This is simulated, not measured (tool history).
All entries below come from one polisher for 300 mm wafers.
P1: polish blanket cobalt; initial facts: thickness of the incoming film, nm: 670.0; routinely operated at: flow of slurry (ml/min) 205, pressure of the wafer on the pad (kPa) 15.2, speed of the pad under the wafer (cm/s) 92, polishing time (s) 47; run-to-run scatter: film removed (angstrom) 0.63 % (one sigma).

| run | hour | flow of slurry (ml/min) | pressure of the wafer on the pad (kPa) | speed of the pad under the wafer (cm/s) | polishing time (s) | wafers polished on this pad | hours since the slurry nozzle was cleaned | hours since the head pressure was calibrated | film removed (angstrom) |
|---|---|---|---|---|---|---|---|---|---|
| 1 | 12.4 | 205 | 15.2 | 92 | 47 | 1146 | 389.1 | 254.2 | 2517.1 |
| 2 | 26.4 | 205 | 15.2 | 44 | 27 | 1327 | 403.1 | 268.2 | 681.86 |
| 3 | 35.4 | 125 | 15.2 | 92 | 47 | 1443 | 412.1 | 277.2 | 2281.7 |
| 4 | 43.7 | 205 | 15.2 | 136 | 47 | 1551 | 420.4 | 285.5 | 3712.1 |
| 5 | 53.3 | 205 | 6.9 | 92 | 47 | 1675 | 430 | 295.1 | 1136.5 |
| 6 | 60.3 | 300 | 15.2 | 70 | 47 | 1765 | 437 | 302.1 | 1956.4 |
| 7 | 67 | 205 | 15.2 | 92 | 47 | 1852 | 443.7 | 308.8 | 2482.8 |
| 8 | 77.2 | 205 | 15.2 | 92 | 47 | 1984 | 453.9 | 319 | 2469.8 |
| 9 | 91.4 | 205 | 15.2 | 92 | 23 | 2167 | 468.1 | 333.2 | 1216.3 |
| 10 | 100.8 | 205 | 15.2 | 92 | 66 | 2288 | 477.5 | 342.6 | 3535.7 |
| 11 | 108.7 | 280 | 15.2 | 92 | 47 | 2390 | 485.4 | 350.5 | 2590.7 |
| 12 | 120.6 | 205 | 21.4 | 92 | 47 | 2544 | 497.3 | 362.4 | 3491.9 |
| 13 | 134.8 | 205 | 15.2 | 92 | 47 | 2728 | 511.5 | 376.6 | 2483 |
| 14 | 147 | 205 | 15.2 | 42 | 47 | 2885 | 523.7 | 388.8 | 1135.4 |
| 15 | 161.7 | 205 | 15.2 | 92 | 47 | 3075 | 538.4 | 403.5 | 2477.8 |
| 16 | 173.9 | 205 | 15.2 | 92 | 47 | 3233 | 550.6 | 415.7 | 2408 |
| 17 | 182.6 | 205 | 15.2 | 92 | 47 | 3345 | 559.3 | 424.4 | 2371.6 |
|  | 189.7 | head pressure recalibrated |
| 18 | 197 | 205 | 15.2 | 92 | 47 | 3531 | 573.7 | 7.4 | 2357.9 |
| 19 | 204.8 | 205 | 15.2 | 92 | 47 | 3632 | 581.5 | 15.2 | 2332.3 |
| 20 | 216.1 | 205 | 15.2 | 92 | 47 | 3778 | 592.8 | 26.5 | 2310.8 |
| 21 | 227.5 | 205 | 15.2 | 92 | 47 | 3925 | 604.2 | 37.9 | 2325.5 |
| 22 | 236.3 | 205 | 15.2 | 92 | 47 | 4039 | 613 | 46.7 | 2299.2 |

P1 no longer gives what it gave before; its output has crept away from where it was. The following 2 causes, each at its listed size, fit the log equally well:
A: removal rate lost through wear of the pad, % = 6.55
B: slurry flow missing at the pad, % = 34.7
The gradual shift began around hour 161.7.
Other possible causes, and why each is ruled out:
head's pressure below its setpoint, %: maintenance at hour 189.7, after the shift began, did not return the process to its former output

You are offered 4 check runs, listed below with question marks in place of their results; each one averages 2 wafers. Which run separates the listed causes by giving clearly different results for each?
| check 1 | 245.1 | 135 | 9 | 92 | 47 |  |  |  | ? |
| check 2 | 245.1 | 205 | 15.2 | 92 | 37 |  |  |  | ? |
| check 3 | 245.1 | 205 | 20.7 | 112 | 47 |  |  |  | ? |
| check 4 | 245.1 | 205 | 15.2 | 46 | 47 |  |  |  | ? |

If the cause were each of the candidates in turn, the checks would give the following:
| check | result | if A | if B |
|---|---|---|---|
| check 1 | film removed (angstrom) | 1286.8 | 1246.9 |
| check 2 | film removed (angstrom) | 1831.7 | 1831.5 |
| check 3 | film removed (angstrom) | 3862.5 | 3862.2 |
| check 4 | film removed (angstrom) | 1163.3 | 1163.3 |
Per check, the gap between the least separated pair of causes, taken in the result that splits them most: check 1 3.15 %; check 2 0.01 %; check 3 0.01 %; check 4 0.01 %
The causes can be told apart only by check 1. The other checks would give nearly the same results under each of them.

With check 1 done, the readings were: film removed (angstrom) 1242.4. Identify which of the listed causes applies.

It is B: slurry flow missing at the pad, %.
